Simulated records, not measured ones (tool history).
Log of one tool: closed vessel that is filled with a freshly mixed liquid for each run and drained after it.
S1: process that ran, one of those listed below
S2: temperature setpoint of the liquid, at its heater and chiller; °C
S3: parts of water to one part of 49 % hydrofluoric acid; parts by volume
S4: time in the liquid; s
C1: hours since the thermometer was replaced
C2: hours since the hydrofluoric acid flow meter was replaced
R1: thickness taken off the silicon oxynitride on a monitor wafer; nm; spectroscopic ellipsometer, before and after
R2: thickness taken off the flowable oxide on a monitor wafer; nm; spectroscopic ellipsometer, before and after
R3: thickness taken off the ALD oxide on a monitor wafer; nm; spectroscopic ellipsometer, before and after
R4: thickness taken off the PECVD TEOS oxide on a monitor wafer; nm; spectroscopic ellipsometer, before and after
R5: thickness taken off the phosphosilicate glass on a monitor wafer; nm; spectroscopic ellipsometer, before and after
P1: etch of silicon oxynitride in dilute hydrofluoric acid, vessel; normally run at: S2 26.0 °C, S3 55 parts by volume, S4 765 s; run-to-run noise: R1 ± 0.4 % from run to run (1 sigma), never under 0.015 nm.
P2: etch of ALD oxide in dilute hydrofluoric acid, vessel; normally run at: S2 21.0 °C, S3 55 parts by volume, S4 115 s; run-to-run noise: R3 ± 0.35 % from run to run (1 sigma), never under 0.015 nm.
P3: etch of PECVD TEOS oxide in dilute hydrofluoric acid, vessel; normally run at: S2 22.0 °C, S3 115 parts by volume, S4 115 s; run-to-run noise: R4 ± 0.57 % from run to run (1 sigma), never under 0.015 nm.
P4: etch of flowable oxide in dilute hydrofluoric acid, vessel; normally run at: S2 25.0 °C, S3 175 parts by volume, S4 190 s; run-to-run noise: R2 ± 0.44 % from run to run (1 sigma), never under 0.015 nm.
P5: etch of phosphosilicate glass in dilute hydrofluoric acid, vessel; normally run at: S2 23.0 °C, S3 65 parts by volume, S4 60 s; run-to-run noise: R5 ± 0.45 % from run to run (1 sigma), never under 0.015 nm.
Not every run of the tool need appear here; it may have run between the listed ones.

| run | day | S1 | S2 | S3 | S4 | C1 | C2 | R1 | R2 | R3 | R4 | R5 |
|---|---|---|---|---|---|---|---|---|---|---|---|---|
| 1 | 0.100 | P1 | 26.0 | 55 | 765 | 475.0 | 202.2 | 29.3820 |  |  |  |  |
| 2 | 0.212 | P1 | 31.5 | 55 | 765 | 477.7 | 204.9 | 38.0250 |  |  |  |  |
| 3 | 0.333 | P1 | 18.5 | 55 | 765 | 480.6 | 207.8 | 20.3640 |  |  |  |  |
| 4 | 0.500 | P1 | 26.0 | 55 | 765 | 484.6 | 211.8 | 29.4800 |  |  |  |  |
| 5 | 0.654 | P4 | 25.0 | 175 | 345 | 488.3 | 215.5 |  | 77.516 |  |  |  |
| 6 | 0.738 | P2 | 21.0 | 55 | 115 | 490.3 | 217.5 |  |  | 28.310 |  |  |
| 7 | 0.896 | P1 | 26.0 | 20 | 765 | 494.1 | 221.3 | 83.1550 |  |  |  |  |
| 8 | 1.038 | P1 | 26.0 | 25 | 105 | 497.5 | 224.7 | 9.1190 |  |  |  |  |
| 9 | 1.117 | P3 | 22.0 | 115 | 115 | 499.4 | 226.6 |  |  |  | 12.0090 |  |
| 10 | 1.221 | P4 | 33.5 | 175 | 190 | 501.9 | 229.1 |  | 58.134 |  |  |  |
| 11 | 1.338 | P2 | 21.0 | 20 | 115 | 504.7 | 231.9 |  |  | 81.235 |  |  |
| 12 | 1.446 | P3 | 17.0 | 115 | 115 | 507.3 | 234.5 |  |  |  | 9.8058 |  |
| 13 | 1.562 | P2 | 21.0 | 55 | 205 | 510.1 | 237.3 |  |  | 50.392 |  |  |
| 14 | 1.733 | P1 | 26.0 | 55 | 1135 | 514.2 | 241.4 | 43.8670 |  |  |  |  |
|  | 1.812 | thermometer replaced |
| 15 | 1.883 | P3 | 22.0 | 35 | 115 | 1.8 | 245.0 |  |  |  | 43.6020 |  |
| 16 | 2.054 | P5 | 23.0 | 25 | 60 | 5.9 | 249.1 |  |  |  |  | 217.700 |
| 17 | 2.208 | P1 | 26.0 | 55 | 765 | 9.6 | 252.8 | 29.3630 |  |  |  |  |
| 18 | 2.338 | P3 | 22.0 | 115 | 200 | 12.7 | 255.9 |  |  |  | 20.7960 |  |
| 19 | 2.454 | P2 | 17.0 | 55 | 115 | 15.5 | 258.7 |  |  | 23.717 |  |  |
| 20 | 2.575 | P4 | 25.0 | 250 | 190 | 18.4 | 261.6 |  | 27.584 |  |  |  |
| 21 | 2.721 | P2 | 21.0 | 55 | 115 | 21.9 | 265.1 |  |  | 28.367 |  |  |
| 22 | 2.846 | P4 | 25.0 | 175 | 190 | 24.9 | 268.1 |  | 43.006 |  |  |  |
| 23 | 2.962 | P4 | 25.0 | 175 | 190 | 27.7 | 270.9 |  | 42.919 |  |  |  |
| 24 | 3.054 | P1 | 26.0 | 55 | 150 | 29.9 | 273.1 | 5.7545 |  |  |  |  |
| 25 | 3.175 | P1 | 26.0 | 55 | 765 | 32.8 | 276.0 | 29.5320 |  |  |  |  |
| 26 | 3.288 | P1 | 26.0 | 95 | 765 | 35.5 | 278.7 | 16.3560 |  |  |  |  |

Forecast run 27:
| 27 | 3.367 | P5 | 23.0 | 65 | 60 | 37.4 | 280.6 |  |  |  |  | ? |

{"run 27": {"R5": 79.307}}
